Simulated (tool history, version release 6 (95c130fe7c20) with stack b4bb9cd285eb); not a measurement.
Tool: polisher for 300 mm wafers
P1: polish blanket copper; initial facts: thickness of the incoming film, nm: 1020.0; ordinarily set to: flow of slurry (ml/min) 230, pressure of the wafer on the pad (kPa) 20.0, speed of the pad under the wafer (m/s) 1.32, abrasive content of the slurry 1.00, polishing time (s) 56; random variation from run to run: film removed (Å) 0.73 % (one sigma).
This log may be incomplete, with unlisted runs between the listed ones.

run,hour,flow of slurry (ml/min),pressure of the wafer on the pad (kPa),speed of the pad under the wafer (m/s),abrasive content of the slurry,polishing time (s),film removed (Å)
1,6.6,230,20.0,1.32,1.00,56,2590.5
2,11.2,230,20.0,1.32,1.00,56,2565.6
3,17.6,230,20.0,0.60,1.00,56,1153.3
4,25.5,230,20.0,1.32,1.45,56,2786.7
5,31.8,140,11.0,1.32,1.00,56,1329.7
6,37.9,230,20.0,1.32,1.00,39,1805.2
7,42.8,230,27.6,1.32,1.00,56,3574.1
8,47.8,230,20.0,2.02,1.00,56,3969.9
9,53.9,230,20.0,1.32,1.00,56,2569.7
10,57.9,230,20.0,1.32,0.55,56,2281.0
11,62.9,230,20.0,1.32,1.00,56,2581.4
12,66.9,230,20.0,1.82,1.00,25,1582.1
13,73.5,230,20.0,1.32,1.00,56,2584.9
14,79.1,160,20.0,1.32,1.00,71,3132.9
15,84.2,230,20.0,1.32,1.00,75,3438.2
16,88.8,140,20.0,1.32,1.00,56,2393.1
17,92.3,230,20.0,1.32,1.00,56,2595.0
18,98.7,290,20.0,1.32,1.00,56,2639.9
19,103.8,230,20.0,1.32,1.00,56,2562.3
20,111.5,230,9.0,1.32,1.00,56,1175.8
21,118.7,230,20.0,1.32,1.00,56,2561.6
22,122.5,230,20.0,1.32,1.00,56,2544.9
23,128.7,230,20.0,1.32,1.00,56,2482.9
# hour 133.8: worn pad replaced by a new one
# hour 136.3: head pressure recalibrated
24,136.7,230,20.0,1.32,1.00,56,2448.1
25,143.9,230,20.0,1.32,1.00,56,2466.8
26,149.4,230,20.0,1.32,1.00,56,2412.7
27,154.9,230,20.0,1.32,1.00,56,2435.5
28,160.6,230,20.0,1.32,1.00,56,2445.7

The output of P1 has drifted from where it used to be. Each of the 2 causes below, taken at the size shown beside it, accounts for the log equally well:
A: abrasive missing from the slurry, % = 22.9
B: slurry flow missing at the pad, % = 32.2
The onset of the drift is placed at about hour 118.7.
All other causes, with the reason each is excluded:
removal rate lost through wear of the pad, %: work on it at hour 133.8, done after the drift set in, did not restore what the process gave before
head's pressure below its setpoint, %: work on it at hour 136.3, done after the drift set in, did not restore what the process gave before

4 check runs are offered, each on 3 wafers whose results are averaged, their results left as question marks. Which one tells the causes apart?
check 1,166.3,230,9.0,0.60,1.00,56,?
check 2,166.3,230,20.0,1.32,1.40,56,?
check 3,166.3,230,9.0,1.32,1.00,56,?
check 4,166.3,140,20.0,1.62,1.00,56,?

What each check would give under each cause:
check,result,if A,if B
check 1,film removed (Å),497.49,497.50
check 2,film removed (Å),2622.00,2627.90
check 3,film removed (Å),1094.50,1094.50
check 4,film removed (Å),2783.00,2696.40
Per check, the gap between the least separated pair of causes, taken in the result that splits them most: check 1 0 %; check 2 0.23 %; check 3 0 %; check 4 3.16 %
Check 4 distinguishes between the causes, while the remaining checks would return nearly the same result for all of them.

Check 4 has now been run. It gave: film removed (Å) 2782.90. Which of the candidate causes is it?

It is A: abrasive missing from the slurry, %.

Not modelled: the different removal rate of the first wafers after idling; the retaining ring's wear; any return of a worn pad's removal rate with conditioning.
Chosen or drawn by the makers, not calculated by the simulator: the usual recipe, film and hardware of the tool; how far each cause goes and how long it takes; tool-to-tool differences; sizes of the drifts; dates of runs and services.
